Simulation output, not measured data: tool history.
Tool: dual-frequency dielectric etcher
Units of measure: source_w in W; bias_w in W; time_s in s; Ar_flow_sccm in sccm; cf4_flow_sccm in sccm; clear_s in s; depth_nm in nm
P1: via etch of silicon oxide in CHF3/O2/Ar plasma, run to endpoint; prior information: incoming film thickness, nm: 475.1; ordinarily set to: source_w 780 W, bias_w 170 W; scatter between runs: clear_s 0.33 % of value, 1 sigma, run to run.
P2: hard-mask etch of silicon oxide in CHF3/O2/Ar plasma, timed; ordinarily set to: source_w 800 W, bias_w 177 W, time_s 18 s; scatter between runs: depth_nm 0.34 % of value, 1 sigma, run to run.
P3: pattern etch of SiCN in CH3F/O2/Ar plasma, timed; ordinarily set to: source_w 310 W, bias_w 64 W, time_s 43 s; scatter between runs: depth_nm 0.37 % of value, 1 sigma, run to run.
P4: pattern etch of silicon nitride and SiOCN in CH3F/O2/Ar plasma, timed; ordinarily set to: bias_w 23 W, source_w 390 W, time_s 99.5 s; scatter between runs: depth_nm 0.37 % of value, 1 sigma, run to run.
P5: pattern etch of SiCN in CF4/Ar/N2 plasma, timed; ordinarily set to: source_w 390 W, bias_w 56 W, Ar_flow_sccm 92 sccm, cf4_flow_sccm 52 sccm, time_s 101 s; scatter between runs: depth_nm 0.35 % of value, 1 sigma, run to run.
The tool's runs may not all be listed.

run,day,process,source_w,bias_w,time_s,Ar_flow_sccm,cf4_flow_sccm,hours since the last wet clean,hours since the last source power generator calibration,hours since the last bias power generator calibration,clear_s,depth_nm
1,0.175,P1,780,170,,,,72.9,2375.1,2487.2,215.33,
2,0.342,P2,800,112,18,,,76.9,2379.1,2491.2,,35.12
3,0.475,P2,800,177,25,,,80.1,2382.3,2494.4,,56.161
4,0.662,P5,390,56,101,92,52,84.6,2386.8,2498.9,,67.881
5,0.9,P5,390,56,58,92,52,90.3,2392.5,2504.6,,38.908
6,1.062,P4,390,15,99.5,,,94.2,2396.4,2508.5,,11.104
7,1.2,P1,780,170,,,,97.5,2399.7,2511.8,214.43,
8,1.442,P1,1100,170,,,,103.3,2405.5,2517.6,188.2,
9,1.7,P3,310,82,43,,,109.5,2411.7,2523.8,,15.522
10,1.875,P3,310,64,43,,,113.7,2415.9,2528,,14.151
11,2.112,P3,310,64,43,,,119.4,2421.6,2533.7,,14.22
12,2.258,P1,780,170,,,,122.9,2425.1,2537.2,216.1,
13,2.5,P1,950,198,,,,128.7,2430.9,2543,190.02,
14,2.704,P2,800,177,18,,,133.6,2435.8,2547.9,,40.468
15,2.867,P5,510,56,101,92,52,137.5,2439.7,2551.8,,85.561
16,3.012,P5,390,56,101,63,52,141,2443.2,2555.3,,72.383
17,3.162,P5,390,40,101,92,52,144.6,2446.8,2558.9,,60.694
18,3.308,P5,390,56,101,92,63,148.1,2450.3,2562.4,,69.906
19,3.546,P4,240,23,99.5,,,153.8,2456,2568.1,,11.286
20,3.8,P4,390,23,99.5,,,159.9,2462.1,2574.2,,13.336
21,4.017,P1,780,217,,,,165.1,2467.3,2579.4,197.5,
22,4.175,P2,530,177,18,,,168.9,2471.1,2583.2,,34.562
23,4.412,P1,780,104,,,,174.6,2476.8,2588.9,250.9,
24,4.588,P1,780,170,,,,178.8,2481,2593.1,214.51,
25,4.804,P1,780,170,,,,184,2486.2,2598.3,215.03,
26,5.058,P1,780,170,,,,190.1,2492.3,2604.4,216.92,
27,5.271,P1,960,115,,,,195.2,2497.4,2609.5,224.39,
28,5.425,P3,200,64,43,,,198.9,2501.1,2613.2,,11.991
29,5.675,P4,390,23,77,,,204.9,2507.1,2619.2,,10.334
30,5.804,P1,530,170,,,,208,2510.2,2622.3,250.54,
31,5.958,P3,310,64,58.5,,,211.7,2513.9,2626,,19.259
32,6.188,P4,390,23,99.5,,,217.2,2519.4,2631.5,,13.347
33,6.329,P1,530,133,,,,220.6,2522.8,2634.9,269.95,
34,6.446,P1,780,170,,,,223.4,2525.6,2637.7,214.76,
35,6.567,P1,780,170,,,,226.3,2528.5,2640.6,216.55,
36,6.812,P1,780,170,,,,232.2,2534.4,2646.5,217.99,
37,7.021,P1,780,170,,,,237.2,2539.4,2651.5,217.6,
38,7.204,P1,780,170,,,,241.6,2543.8,2655.9,219.59,
# day 7.242: wet clean of the chamber
39,7.362,P1,780,170,,,,3,2547.6,2659.7,219.16,
40,7.504,P1,780,170,,,,6.4,2551,2663.1,219.23,

What P1 gives has crept off from where it sat before. The 2 causes that follow fit the log equally well, each at the size noted:
A: bias power that arrives under what is set, % = 4.93
B: source power that arrives under what is set, % = 4.16
The drift started at roughly day 6.446.
Each remaining cause and why it is not a fit:
chamber walls in a state that lowers the etch rate, %: maintenance at day 7.242, after the shift began, did not return the process to its former output

You are offered 4 check runs, listed below with question marks in place of their results; each one averages 2 wafers. Which run separates the listed causes by giving clearly different results for each?
check 1,7.646,P4,390,15,99.5,,,,,,,?
check 2,7.646,P2,680,177,22.5,,,,,,,?
check 3,7.646,P3,310,74,43,,,,,,,?
check 4,7.646,P5,490,56,101,92,52,,,,,?

What each check would give under each cause:
check,result,if A,if B
check 1,depth_nm,10.888,10.943
check 2,depth_nm,46.644,46.663
check 3,depth_nm,14.631,14.666
check 4,depth_nm,81.621,79.969
How far apart the two closest causes lie, in the result that separates them most: check 1 0.51 %; check 2 0.04 %; check 3 0.24 %; check 4 2.04 %
Only in check 4 would the causes give clearly different results; in the remaining checks their results would be nearly the same.

Then check 4 was run and gave: depth_nm 80.259 nm. Which cause is it?

B is the cause: source power that arrives under what is set, %.
